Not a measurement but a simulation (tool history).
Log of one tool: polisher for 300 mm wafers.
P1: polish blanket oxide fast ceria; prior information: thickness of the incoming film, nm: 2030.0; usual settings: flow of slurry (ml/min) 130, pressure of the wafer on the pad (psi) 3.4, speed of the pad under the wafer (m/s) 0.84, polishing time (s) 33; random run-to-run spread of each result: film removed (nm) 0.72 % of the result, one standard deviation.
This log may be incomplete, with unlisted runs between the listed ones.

run	hour	flow of slurry (ml/min)	pressure of the wafer on the pad (psi)	speed of the pad under the wafer (m/s)	polishing time (s)	film removed (nm)
1	9.8	130	3.4	0.84	33	537.24
2	19.1	205	3.4	0.84	33	578.51
3	36.8	130	1.6	0.84	33	253.55
4	54.4	130	3.4	0.84	33	541.30
5	63.6	130	3.4	0.84	33	536.65
6	75.0	130	3.4	1.20	33	763.40
7	89.9	130	4.9	0.84	33	777.00
8	108.2	130	3.4	0.84	33	535.66
9	124.2	85	3.4	0.84	33	484.82
10	137.5	130	3.4	0.84	33	543.32
11	147.9	130	3.4	0.84	33	535.76
12	164.4	185	3.4	1.18	33	796.65
13	178.5	130	2.6	0.84	46	565.13
# hour 191.0: head pressure recalibrated
14	195.4	130	3.4	0.44	33	279.90
15	207.2	130	3.4	0.84	15	242.89
16	217.9	130	3.4	0.84	49	789.81
17	232.6	130	3.4	0.84	33	539.74
18	249.9	130	3.4	0.84	33	522.85
19	264.8	130	3.4	0.84	33	502.99
20	281.5	130	3.4	0.84	33	488.18
21	298.7	130	3.4	0.84	33	477.92
# hour 307.3: worn pad replaced by a new one
22	310.9	130	3.4	0.84	33	484.95

Estimate the outcome of run 23 from the log above:
23	325.2	130	3.4	0.84	33	?

{"run 23": {"film removed (nm)": 480.07}}

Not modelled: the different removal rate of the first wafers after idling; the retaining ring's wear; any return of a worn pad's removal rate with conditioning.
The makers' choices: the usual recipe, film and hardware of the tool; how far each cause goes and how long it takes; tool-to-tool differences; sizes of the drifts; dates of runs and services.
